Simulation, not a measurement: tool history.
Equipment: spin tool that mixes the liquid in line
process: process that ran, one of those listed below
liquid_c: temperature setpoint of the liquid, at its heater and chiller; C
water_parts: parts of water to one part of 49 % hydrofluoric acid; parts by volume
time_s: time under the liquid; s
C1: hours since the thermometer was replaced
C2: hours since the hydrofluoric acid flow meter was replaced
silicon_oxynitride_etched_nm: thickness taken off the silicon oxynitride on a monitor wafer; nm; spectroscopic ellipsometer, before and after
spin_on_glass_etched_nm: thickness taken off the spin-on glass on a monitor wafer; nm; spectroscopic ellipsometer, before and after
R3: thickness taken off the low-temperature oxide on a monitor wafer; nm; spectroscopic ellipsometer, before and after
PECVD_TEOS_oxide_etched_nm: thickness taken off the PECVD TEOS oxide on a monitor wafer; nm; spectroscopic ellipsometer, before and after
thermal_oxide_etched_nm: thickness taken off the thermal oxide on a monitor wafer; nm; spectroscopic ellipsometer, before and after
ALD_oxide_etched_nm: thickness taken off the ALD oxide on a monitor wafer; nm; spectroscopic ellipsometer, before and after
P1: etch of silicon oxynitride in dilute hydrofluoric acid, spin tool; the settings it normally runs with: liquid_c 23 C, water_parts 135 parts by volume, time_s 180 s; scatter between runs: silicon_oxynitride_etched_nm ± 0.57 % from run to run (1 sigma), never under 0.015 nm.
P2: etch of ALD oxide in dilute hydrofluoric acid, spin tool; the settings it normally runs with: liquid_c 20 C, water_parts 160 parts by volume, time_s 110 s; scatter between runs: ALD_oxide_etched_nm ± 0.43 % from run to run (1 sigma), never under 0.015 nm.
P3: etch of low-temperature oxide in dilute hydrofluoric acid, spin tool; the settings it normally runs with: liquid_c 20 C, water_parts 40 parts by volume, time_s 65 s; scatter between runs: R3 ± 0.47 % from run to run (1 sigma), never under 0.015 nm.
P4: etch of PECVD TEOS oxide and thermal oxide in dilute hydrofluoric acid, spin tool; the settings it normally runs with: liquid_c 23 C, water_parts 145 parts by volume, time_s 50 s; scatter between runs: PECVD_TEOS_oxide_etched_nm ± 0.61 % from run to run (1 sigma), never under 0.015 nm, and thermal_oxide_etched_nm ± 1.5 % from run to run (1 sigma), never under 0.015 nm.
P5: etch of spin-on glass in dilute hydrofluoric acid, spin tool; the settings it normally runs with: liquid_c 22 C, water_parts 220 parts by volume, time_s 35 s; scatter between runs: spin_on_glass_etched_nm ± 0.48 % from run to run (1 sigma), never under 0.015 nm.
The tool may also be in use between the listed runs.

run 1 hour=7.2 | process=P1 liquid_c=23 water_parts=135 time_s=180 | C1=238.6 C2=815.2 | silicon_oxynitride_etched_nm=5.8405
run 2 hour=12.4 | process=P5 liquid_c=22 water_parts=220 time_s=20 | C1=243.8 C2=820.4 | spin_on_glass_etched_nm=3.2449
run 3 hour=19.4 | process=P3 liquid_c=20 water_parts=40 time_s=65 | C1=250.8 C2=827.4 | R3=52.619
run 4 hour=24.8 | process=P1 liquid_c=23 water_parts=135 time_s=180 | C1=256.2 C2=832.8 | silicon_oxynitride_etched_nm=5.857
run 5 hour=32.2 | process=P1 liquid_c=26.5 water_parts=135 time_s=180 | C1=263.6 C2=840.2 | silicon_oxynitride_etched_nm=6.796
run 6 hour=38 | process=P4 liquid_c=23 water_parts=145 time_s=50 | C1=269.4 C2=846 | PECVD_TEOS_oxide_etched_nm=4.4074 thermal_oxide_etched_nm=1.4868
run 7 hour=44.5 | process=P5 liquid_c=22 water_parts=220 time_s=35 | C1=275.9 C2=852.5 | spin_on_glass_etched_nm=5.6951
run 8 hour=51.7 | process=P3 liquid_c=20 water_parts=40 time_s=65 | C1=283.1 C2=859.7 | R3=52.851
run 9 hour=56.1 | process=P1 liquid_c=23 water_parts=135 time_s=180 | C1=287.5 C2=864.1 | silicon_oxynitride_etched_nm=5.8052
run 10 hour=61.5 | process=P1 liquid_c=23 water_parts=45 time_s=180 | C1=292.9 C2=869.5 | silicon_oxynitride_etched_nm=18.882
run 11 hour=66.1 | process=P1 liquid_c=23 water_parts=135 time_s=180 | C1=297.5 C2=874.1 | silicon_oxynitride_etched_nm=5.9213
run 12 hour=72.7 | process=P1 liquid_c=23 water_parts=135 time_s=180 | C1=304.1 C2=880.7 | silicon_oxynitride_etched_nm=5.8649
run 13 hour=78.1 | process=P3 liquid_c=17 water_parts=40 time_s=65 | C1=309.5 C2=886.1 | R3=46.597
run 14 hour=85.7 | process=P2 liquid_c=20 water_parts=160 time_s=110 | C1=317.1 C2=893.7 | ALD_oxide_etched_nm=15.535
run 15 hour=90.3 | process=P1 liquid_c=23 water_parts=135 time_s=15 | C1=321.7 C2=898.3 | silicon_oxynitride_etched_nm=0.4773
run 16 hour=98.1 | process=P1 liquid_c=23 water_parts=85 time_s=70 | C1=329.5 C2=906.1 | silicon_oxynitride_etched_nm=3.7972
run 17 hour=102.2 | process=P5 liquid_c=17 water_parts=220 time_s=35 | C1=333.6 C2=910.2 | spin_on_glass_etched_nm=4.6415
run 18 hour=105.9 | process=P2 liquid_c=17 water_parts=160 time_s=110 | C1=337.3 C2=913.9 | ALD_oxide_etched_nm=13.776
run 19 hour=112.6 | process=P1 liquid_c=17 water_parts=135 time_s=180 | C1=344 C2=920.6 | silicon_oxynitride_etched_nm=4.4142
run 20 hour=118.8 | process=P1 liquid_c=23 water_parts=195 time_s=180 | C1=350.2 C2=926.8 | silicon_oxynitride_etched_nm=3.8888
run 21 hour=127 | process=P2 liquid_c=20 water_parts=50 time_s=110 | C1=358.4 C2=935 | ALD_oxide_etched_nm=56.34

Run 22 comes next. What will it give?
run 22 hour=134.4 | process=P1 liquid_c=23 water_parts=135 time_s=340 | C1=365.8 C2=942.4 | silicon_oxynitride_etched_nm=?

Logged for run 22: silicon_oxynitride_etched_nm 11.038 nm.
